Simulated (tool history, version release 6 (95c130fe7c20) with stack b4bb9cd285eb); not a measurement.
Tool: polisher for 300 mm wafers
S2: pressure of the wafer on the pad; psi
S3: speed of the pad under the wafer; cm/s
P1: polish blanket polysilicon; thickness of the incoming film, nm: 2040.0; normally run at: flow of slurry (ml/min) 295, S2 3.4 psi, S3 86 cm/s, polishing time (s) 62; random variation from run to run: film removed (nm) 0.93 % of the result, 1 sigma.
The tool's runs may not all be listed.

Run 1, hour 11.5: flow of slurry (ml/min) 295, S2 3.4 psi, S3 86 cm/s, polishing time (s) 62. Result: film removed (nm) 473.41.
Run 2, hour 19.0: flow of slurry (ml/min) 295, S2 3.4 psi, S3 86 cm/s, polishing time (s) 62. Result: film removed (nm) 471.71.
Run 3, hour 28.0: flow of slurry (ml/min) 295, S2 3.4 psi, S3 86 cm/s, polishing time (s) 62. Result: film removed (nm) 485.05.
Run 4, hour 35.7: flow of slurry (ml/min) 430, S2 3.4 psi, S3 86 cm/s, polishing time (s) 62. Result: film removed (nm) 496.39.
Run 5, hour 47.5: flow of slurry (ml/min) 175, S2 3.4 psi, S3 86 cm/s, polishing time (s) 62. Result: film removed (nm) 448.73.
Run 6, hour 62.2: flow of slurry (ml/min) 295, S2 1.7 psi, S3 86 cm/s, polishing time (s) 62. Result: film removed (nm) 236.95.
Run 7, hour 76.6: flow of slurry (ml/min) 295, S2 3.4 psi, S3 86 cm/s, polishing time (s) 93. Result: film removed (nm) 717.99.
Run 8, hour 91.7: flow of slurry (ml/min) 295, S2 3.4 psi, S3 86 cm/s, polishing time (s) 62. Result: film removed (nm) 476.33.
Run 9, hour 99.6: flow of slurry (ml/min) 295, S2 3.4 psi, S3 86 cm/s, polishing time (s) 62. Result: film removed (nm) 470.82.
Run 10, hour 114.9: flow of slurry (ml/min) 175, S2 3.4 psi, S3 64 cm/s, polishing time (s) 62. Result: film removed (nm) 335.01.
Run 11, hour 128.3: flow of slurry (ml/min) 295, S2 3.4 psi, S3 124 cm/s, polishing time (s) 62. Result: film removed (nm) 700.63.
Run 12, hour 137.9: flow of slurry (ml/min) 295, S2 3.4 psi, S3 52 cm/s, polishing time (s) 62. Result: film removed (nm) 291.65.
Run 13, hour 153.8: flow of slurry (ml/min) 295, S2 3.4 psi, S3 86 cm/s, polishing time (s) 62. Result: film removed (nm) 490.64.
Run 14, hour 165.2: flow of slurry (ml/min) 450, S2 3.4 psi, S3 132 cm/s, polishing time (s) 62. Result: film removed (nm) 752.79.
Run 15, hour 172.3: flow of slurry (ml/min) 295, S2 3.4 psi, S3 86 cm/s, polishing time (s) 62. Result: film removed (nm) 474.64.
Run 16, hour 184.3: flow of slurry (ml/min) 295, S2 5.2 psi, S3 86 cm/s, polishing time (s) 62. Result: film removed (nm) 737.01.
Run 17, hour 197.4: flow of slurry (ml/min) 295, S2 3.4 psi, S3 86 cm/s, polishing time (s) 29. Result: film removed (nm) 220.32.
Run 18, hour 207.5: flow of slurry (ml/min) 295, S2 3.4 psi, S3 86 cm/s, polishing time (s) 62. Result: film removed (nm) 475.92.
Run 19, hour 215.6: flow of slurry (ml/min) 295, S2 3.4 psi, S3 86 cm/s, polishing time (s) 62. Result: film removed (nm) 475.42.
Run 20, hour 228.5: flow of slurry (ml/min) 295, S2 3.4 psi, S3 86 cm/s, polishing time (s) 62. Result: film removed (nm) 464.99.
Run 21, hour 238.4: flow of slurry (ml/min) 295, S2 3.4 psi, S3 86 cm/s, polishing time (s) 62. Result: film removed (nm) 473.76.
Run 22, hour 246.5: flow of slurry (ml/min) 295, S2 3.4 psi, S3 86 cm/s, polishing time (s) 62. Result: film removed (nm) 454.14.
Run 23, hour 259.3: flow of slurry (ml/min) 295, S2 3.4 psi, S3 86 cm/s, polishing time (s) 62. Result: film removed (nm) 451.39.
Run 24, hour 274.8: flow of slurry (ml/min) 295, S2 3.4 psi, S3 86 cm/s, polishing time (s) 62. Result: film removed (nm) 455.16.
At hour 282.7: worn pad replaced by a new one.
Run 25, hour 289.4: flow of slurry (ml/min) 295, S2 3.4 psi, S3 86 cm/s, polishing time (s) 62. Result: film removed (nm) 456.98.
Run 26, hour 302.8: flow of slurry (ml/min) 295, S2 3.4 psi, S3 86 cm/s, polishing time (s) 62. Result: film removed (nm) 457.48.
Run 27, hour 316.2: flow of slurry (ml/min) 295, S2 3.4 psi, S3 86 cm/s, polishing time (s) 62. Result: film removed (nm) 457.22.
Run 28, hour 323.2: flow of slurry (ml/min) 295, S2 3.4 psi, S3 86 cm/s, polishing time (s) 62. Result: film removed (nm) 457.29.

What P1 gives has crept away from where it was. These 2 causes fit the log equally well, each at the size given:
A: slurry flow missing at the pad, % = 34.1
B: head's pressure below its setpoint, % = 4.53
The creep began at about hour 207.5.
Why every other cause is out:
removal rate lost through wear of the pad, %: serviced at hour 282.7, which brought nothing back

4 check runs are offered, each on 5 wafers whose results are averaged, their results left as question marks. Which one tells the causes apart?
Run check 1, hour 330.2: flow of slurry (ml/min) 295, S2 2.1 psi, S3 86 cm/s, polishing time (s) 62. Result: film removed (nm) ?.
Run check 2, hour 330.2: flow of slurry (ml/min) 295, S2 3.4 psi, S3 66 cm/s, polishing time (s) 91. Result: film removed (nm) ?.
Run check 3, hour 330.2: flow of slurry (ml/min) 295, S2 4.7 psi, S3 86 cm/s, polishing time (s) 76. Result: film removed (nm) ?.
Run check 4, hour 330.2: flow of slurry (ml/min) 175, S2 3.4 psi, S3 114 cm/s, polishing time (s) 62. Result: film removed (nm) ?.

What each check would give under each cause:
  check             result    if A    if B
check 1  film removed (nm)  281.71  281.74
check 2  film removed (nm)  513.76  513.81
check 3  film removed (nm)  772.86  772.95
check 4  film removed (nm)  552.19  568.67
How far apart the two closest causes lie, in the result that separates them most: check 1 0.01 %; check 2 0.01 %; check 3 0.01 %; check 4 2.94 %
Check 4 tells the causes apart: in the others they would give nearly the same result.

Then check 4 was run and gave: film removed (nm) 550.96. Which cause is it?

It is A: slurry flow missing at the pad, %.
